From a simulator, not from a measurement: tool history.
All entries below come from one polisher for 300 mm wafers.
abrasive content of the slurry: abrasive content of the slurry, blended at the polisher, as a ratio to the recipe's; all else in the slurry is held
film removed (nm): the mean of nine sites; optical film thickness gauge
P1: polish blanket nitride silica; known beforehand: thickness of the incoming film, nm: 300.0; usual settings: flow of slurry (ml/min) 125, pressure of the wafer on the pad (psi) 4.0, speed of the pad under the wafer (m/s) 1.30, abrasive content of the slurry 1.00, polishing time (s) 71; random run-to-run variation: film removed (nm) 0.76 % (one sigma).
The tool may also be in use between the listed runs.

run,hour,flow of slurry (ml/min),pressure of the wafer on the pad (psi),speed of the pad under the wafer (m/s),abrasive content of the slurry,polishing time (s),wafers polished on this pad,hours since the slurry nozzle was cleaned,hours since the head pressure was calibrated,hours since the slurry blender was calibrated,hours since the conditioning disc was replaced,film removed (nm)
1,6.3,125,4.0,1.30,1.00,71,312,92.1,180.7,190.4,181.5,67.915
2,9.8,125,6.1,1.30,1.00,71,342,95.6,184.2,193.9,185.0,103.410
3,15.7,125,4.0,1.30,1.00,71,392,101.5,190.1,199.8,190.9,67.420
4,19.4,125,4.0,0.92,1.00,71,423,105.2,193.8,203.5,194.6,51.440
5,26.1,125,4.0,1.30,0.55,71,480,111.9,200.5,210.2,201.3,49.036
6,31.0,125,4.0,1.30,1.25,71,522,116.8,205.4,215.1,206.2,74.618
7,35.1,125,4.0,1.30,1.00,71,556,120.9,209.5,219.2,210.3,67.973
8,41.3,80,4.0,1.30,1.00,71,609,127.1,215.7,225.4,216.5,61.197
9,45.5,180,4.0,1.30,1.00,71,645,131.3,219.9,229.6,220.7,72.510
# hour 50.9: slurry nozzle cleaned
10,51.8,125,4.0,1.30,1.00,109,698,0.9,226.2,235.9,227.0,104.010
11,56.9,125,4.0,2.00,1.00,71,741,6.0,231.3,241.0,232.1,96.153
12,60.0,75,4.0,1.30,1.30,71,767,9.1,234.4,244.1,235.2,66.665
13,65.0,125,2.6,1.72,1.00,71,810,14.1,239.4,249.1,240.2,56.079
# hour 66.8: head pressure recalibrated
14,68.5,125,2.1,1.30,1.00,71,839,17.6,1.7,252.6,243.7,35.797
15,72.5,125,4.0,1.30,1.00,33,873,21.6,5.7,256.6,247.7,31.652
# hour 74.8: conditioning disc replaced and pad reconditioned
16,78.9,165,4.0,0.82,1.00,71,928,28.0,12.1,263.0,4.1,49.843
17,82.7,125,4.0,1.30,1.00,71,960,31.8,15.9,266.8,7.9,68.813
18,86.6,125,4.0,1.30,1.00,71,993,35.7,19.8,270.7,11.8,67.556
19,92.3,125,4.0,1.30,1.00,71,1041,41.4,25.5,276.4,17.5,63.962
20,97.6,125,4.0,1.30,1.00,71,1086,46.7,30.8,281.7,22.8,61.994
21,104.3,125,4.0,1.30,1.00,71,1143,53.4,37.5,288.4,29.5,60.813
22,109.6,125,4.0,1.30,1.00,71,1188,58.7,42.8,293.7,34.8,60.734
# hour 112.0: conditioning disc replaced and pad reconditioned
23,113.4,125,4.0,1.30,1.00,71,1220,62.5,46.6,297.5,1.4,61.029
24,120.1,125,4.0,1.30,1.00,71,1277,69.2,53.3,304.2,8.1,60.063
# hour 120.6: head pressure recalibrated
# hour 120.6: slurry blender recalibrated
25,126.6,125,4.0,1.30,1.00,71,1332,75.7,6.1,6.1,14.6,59.874
26,132.6,125,4.0,1.30,1.00,71,1383,81.7,12.1,12.1,20.6,59.518

What P1 gives has crept away from where it was. These 2 causes fit the log equally well, each at the size given:
A: slurry flow missing at the pad, % = 38.8
B: removal rate lost through wear of the pad, % = 11.9
At approximately hour 86.6, the process output began to creep.
Other possible causes, and why each is ruled out:
head's pressure below its setpoint, %: serviced at hour 120.6, which brought nothing back
abrasive missing from the slurry, %: serviced at hour 120.6, which brought nothing back
time polished since the conditioner stopped cutting, s: serviced at hour 112.0, which brought nothing back

Which of the 4 check runs listed below, each an average over 3 wafers with its results shown as question marks, gives clearly different results under the different listed causes?
check 1,138.6,125,4.0,1.30,0.60,71,,,,,,?
check 2,138.6,125,6.0,1.30,1.00,105,,,,,,?
check 3,138.6,175,4.0,1.30,1.00,34,,,,,,?
check 4,138.6,125,2.5,2.00,1.00,71,,,,,,?

What each check would give under each cause:
check,result,if A,if B
check 1,film removed (nm),45.958,45.938
check 2,film removed (nm),132.840,132.790
check 3,film removed (nm),31.448,30.419
check 4,film removed (nm),52.828,52.805
Per-check spread between the two closest causes, in the result where they differ most: check 1 0.04 %; check 2 0.04 %; check 3 3.33 %; check 4 0.04 %
The causes can be told apart only by check 3. The other checks would give nearly the same results under each of them.

The results of check 3 are: film removed (nm) 30.460. Based on these, which of the listed causes is it?

It was cause B: removal rate lost through wear of the pad, %.

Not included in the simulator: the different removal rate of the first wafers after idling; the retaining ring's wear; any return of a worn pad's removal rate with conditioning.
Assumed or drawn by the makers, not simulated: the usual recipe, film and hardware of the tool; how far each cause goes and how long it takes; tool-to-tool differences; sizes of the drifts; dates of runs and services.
